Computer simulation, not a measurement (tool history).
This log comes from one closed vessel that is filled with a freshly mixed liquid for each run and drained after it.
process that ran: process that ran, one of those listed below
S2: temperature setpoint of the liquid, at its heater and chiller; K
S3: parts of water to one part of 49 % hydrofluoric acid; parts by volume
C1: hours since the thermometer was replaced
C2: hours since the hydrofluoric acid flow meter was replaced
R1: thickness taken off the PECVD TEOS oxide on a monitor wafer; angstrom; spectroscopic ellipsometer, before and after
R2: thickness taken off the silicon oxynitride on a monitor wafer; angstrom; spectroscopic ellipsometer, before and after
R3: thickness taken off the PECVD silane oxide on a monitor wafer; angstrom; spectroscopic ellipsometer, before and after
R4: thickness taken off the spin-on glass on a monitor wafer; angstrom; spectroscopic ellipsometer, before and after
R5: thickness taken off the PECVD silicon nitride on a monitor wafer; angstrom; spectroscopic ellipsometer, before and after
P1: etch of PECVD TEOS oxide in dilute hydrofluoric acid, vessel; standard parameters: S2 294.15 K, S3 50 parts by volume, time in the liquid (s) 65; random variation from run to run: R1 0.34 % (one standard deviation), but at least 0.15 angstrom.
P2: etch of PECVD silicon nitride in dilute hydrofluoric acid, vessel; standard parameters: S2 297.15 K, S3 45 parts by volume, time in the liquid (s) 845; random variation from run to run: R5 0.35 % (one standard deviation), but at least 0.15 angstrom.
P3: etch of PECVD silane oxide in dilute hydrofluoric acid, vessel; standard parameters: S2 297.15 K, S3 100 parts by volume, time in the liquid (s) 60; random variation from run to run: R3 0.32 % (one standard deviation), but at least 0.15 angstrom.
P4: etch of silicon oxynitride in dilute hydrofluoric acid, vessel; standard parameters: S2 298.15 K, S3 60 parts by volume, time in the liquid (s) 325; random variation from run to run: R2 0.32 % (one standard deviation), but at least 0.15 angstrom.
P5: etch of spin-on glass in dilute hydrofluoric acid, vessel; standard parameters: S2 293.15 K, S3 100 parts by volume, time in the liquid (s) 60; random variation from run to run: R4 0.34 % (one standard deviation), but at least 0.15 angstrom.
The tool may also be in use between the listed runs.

{"run": 1, "hour": 7.6, "process that ran": "P1", "S2": 294.15, "S3": 50, "time in the liquid (s)": 65, "C1": 680.3, "C2": 386.2, "R1": 273.85}
{"run": 2, "hour": 14.1, "process that ran": "P4", "S2": 298.15, "S3": 60, "time in the liquid (s)": 325, "C1": 686.8, "C2": 392.7, "R2": 82.733}
{"run": 3, "hour": 24.7, "process that ran": "P1", "S2": 294.15, "S3": 50, "time in the liquid (s)": 65, "C1": 697.4, "C2": 403.3, "R1": 274.95}
{"run": 4, "hour": 33.0, "process that ran": "P3", "S2": 297.15, "S3": 100, "time in the liquid (s)": 60, "C1": 705.7, "C2": 411.6, "R3": 150.56}
{"run": 5, "hour": 42.4, "process that ran": "P1", "S2": 294.15, "S3": 90, "time in the liquid (s)": 65, "C1": 715.1, "C2": 421.0, "R1": 144.9}
{"run": 6, "hour": 52.5, "process that ran": "P5", "S2": 293.15, "S3": 60, "time in the liquid (s)": 60, "C1": 725.2, "C2": 431.1, "R4": 235.91}
{"run": 7, "hour": 66.0, "process that ran": "P2", "S2": 291.65, "S3": 45, "time in the liquid (s)": 845, "C1": 738.7, "C2": 444.6, "R5": 321.88}
{"run": 8, "hour": 72.2, "process that ran": "P2", "S2": 297.15, "S3": 45, "time in the liquid (s)": 420, "C1": 744.9, "C2": 450.8, "R5": 233.78}
{"run": 9, "hour": 81.4, "process that ran": "P4", "S2": 303.65, "S3": 60, "time in the liquid (s)": 325, "C1": 754.1, "C2": 460.0, "R2": 106.22}
{"run": 10, "hour": 91.6, "process that ran": "P2", "S2": 297.15, "S3": 30, "time in the liquid (s)": 845, "C1": 764.3, "C2": 470.2, "R5": 706.84}
{"run": 11, "hour": 101.9, "process that ran": "P5", "S2": 300.65, "S3": 100, "time in the liquid (s)": 60, "C1": 774.6, "C2": 480.5, "R4": 182.73}
{"run": 12, "hour": 115.0, "process that ran": "P3", "S2": 297.15, "S3": 150, "time in the liquid (s)": 60, "C1": 787.7, "C2": 493.6, "R3": 95.14}
{"run": 13, "hour": 125.1, "process that ran": "P3", "S2": 303.15, "S3": 100, "time in the liquid (s)": 60, "C1": 797.8, "C2": 503.7, "R3": 190.08}
{"run": 14, "hour": 137.7, "process that ran": "P1", "S2": 294.15, "S3": 25, "time in the liquid (s)": 65, "C1": 810.4, "C2": 516.3, "R1": 569.59}
{"run": 15, "hour": 150.4, "process that ran": "P1", "S2": 294.15, "S3": 50, "time in the liquid (s)": 65, "C1": 823.1, "C2": 529.0, "R1": 272.71}
{"run": 16, "hour": 156.7, "process that ran": "P1", "S2": 294.15, "S3": 50, "time in the liquid (s)": 30, "C1": 829.4, "C2": 535.3, "R1": 126.09}
{"run": 17, "hour": 168.9, "process that ran": "P3", "S2": 297.15, "S3": 100, "time in the liquid (s)": 105, "C1": 841.6, "C2": 547.5, "R3": 264.14}
{"hour": 172.5, "done": "thermometer replaced"}
{"run": 18, "hour": 179.7, "process that ran": "P1", "S2": 294.15, "S3": 50, "time in the liquid (s)": 65, "C1": 7.3, "C2": 558.3, "R1": 275.77}
{"run": 19, "hour": 188.0, "process that ran": "P1", "S2": 294.15, "S3": 50, "time in the liquid (s)": 65, "C1": 15.6, "C2": 566.6, "R1": 275.37}
{"run": 20, "hour": 195.5, "process that ran": "P1", "S2": 294.15, "S3": 50, "time in the liquid (s)": 65, "C1": 23.1, "C2": 574.1, "R1": 274.59}
{"run": 21, "hour": 207.0, "process that ran": "P2", "S2": 297.15, "S3": 45, "time in the liquid (s)": 845, "C1": 34.6, "C2": 585.6, "R5": 472.44}
{"run": 22, "hour": 219.9, "process that ran": "P1", "S2": 294.15, "S3": 50, "time in the liquid (s)": 125, "C1": 47.5, "C2": 598.5, "R1": 530.65}
{"run": 23, "hour": 226.5, "process that ran": "P4", "S2": 298.15, "S3": 95, "time in the liquid (s)": 325, "C1": 54.1, "C2": 605.1, "R2": 49.773}
{"run": 24, "hour": 235.7, "process that ran": "P2", "S2": 297.15, "S3": 45, "time in the liquid (s)": 845, "C1": 63.3, "C2": 614.3, "R5": 476.97}
{"run": 25, "hour": 243.6, "process that ran": "P1", "S2": 299.15, "S3": 50, "time in the liquid (s)": 65, "C1": 71.2, "C2": 622.2, "R1": 338.77}
{"run": 26, "hour": 256.2, "process that ran": "P5", "S2": 293.15, "S3": 100, "time in the liquid (s)": 30, "C1": 83.8, "C2": 634.8, "R4": 67.514}
{"run": 27, "hour": 262.8, "process that ran": "P1", "S2": 290.15, "S3": 50, "time in the liquid (s)": 65, "C1": 90.4, "C2": 641.4, "R1": 229.57}
{"run": 28, "hour": 270.8, "process that ran": "P4", "S2": 298.15, "S3": 60, "time in the liquid (s)": 635, "C1": 98.4, "C2": 649.4, "R2": 159.48}
{"run": 29, "hour": 282.7, "process that ran": "P1", "S2": 300.65, "S3": 85, "time in the liquid (s)": 65, "C1": 110.3, "C2": 661.3, "R1": 200.88}
{"run": 30, "hour": 293.9, "process that ran": "P5", "S2": 293.15, "S3": 100, "time in the liquid (s)": 60, "C1": 121.5, "C2": 672.5, "R4": 136.26}
{"run": 31, "hour": 307.4, "process that ran": "P1", "S2": 294.15, "S3": 50, "time in the liquid (s)": 65, "C1": 135.0, "C2": 686.0, "R1": 273.96}
{"run": 32, "hour": 318.6, "process that ran": "P1", "S2": 294.15, "S3": 50, "time in the liquid (s)": 65, "C1": 146.2, "C2": 697.2, "R1": 279.31}

Run 33 is up next; what results do you expect?
{"run": 33, "hour": 332.3, "process that ran": "P1", "S2": 294.15, "S3": 50, "time in the liquid (s)": 65, "C1": 159.9, "C2": 710.9, "R1": "?"}

R1: 282.55 angstrom
